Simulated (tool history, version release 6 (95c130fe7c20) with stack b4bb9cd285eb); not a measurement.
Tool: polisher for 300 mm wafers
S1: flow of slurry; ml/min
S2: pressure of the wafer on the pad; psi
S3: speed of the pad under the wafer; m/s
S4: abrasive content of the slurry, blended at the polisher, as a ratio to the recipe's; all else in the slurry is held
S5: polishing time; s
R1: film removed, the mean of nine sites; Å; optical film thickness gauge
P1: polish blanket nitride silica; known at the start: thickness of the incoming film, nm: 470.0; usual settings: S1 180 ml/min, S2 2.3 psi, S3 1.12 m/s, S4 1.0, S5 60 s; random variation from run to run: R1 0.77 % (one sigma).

run	hour	S1	S2	S3	S4	S5	R1
1	10.6	180	2.3	1.12	1.0	60	258.34
2	27.8	180	2.3	0.50	1.0	60	134.17
3	38.6	180	2.3	1.12	1.0	30	126.69
4	49.3	180	2.3	1.12	1.5	60	302.16
5	63.1	110	2.3	1.62	1.0	60	317.08
6	79.7	180	2.3	1.12	1.3	85	409.07
7	97.1	180	1.3	1.12	1.0	60	144.25
# hour 104.5: slurry nozzle cleaned
8	112.9	180	2.3	1.12	1.0	60	256.90
# hour 115.1: head pressure recalibrated
9	127.5	180	2.3	1.12	1.0	60	256.22
10	139.5	180	2.3	1.12	1.0	60	256.66
11	155.2	260	2.3	1.12	1.0	60	269.11
12	163.2	180	2.3	1.48	0.7	60	268.50
13	171.8	180	2.3	1.12	0.5	60	178.00
14	184.3	180	2.3	1.12	1.0	60	254.42
15	193.6	180	2.3	1.12	1.0	93	400.01
16	207.6	180	3.6	1.12	1.0	60	402.34
17	219.6	110	2.3	1.12	1.0	60	237.04
18	236.9	180	2.3	1.76	1.0	60	368.22

The next listed run, before its measurement:
19	251.9	180	2.3	1.12	1.0	60	?

Run 19 gave R1 254.93 Å.

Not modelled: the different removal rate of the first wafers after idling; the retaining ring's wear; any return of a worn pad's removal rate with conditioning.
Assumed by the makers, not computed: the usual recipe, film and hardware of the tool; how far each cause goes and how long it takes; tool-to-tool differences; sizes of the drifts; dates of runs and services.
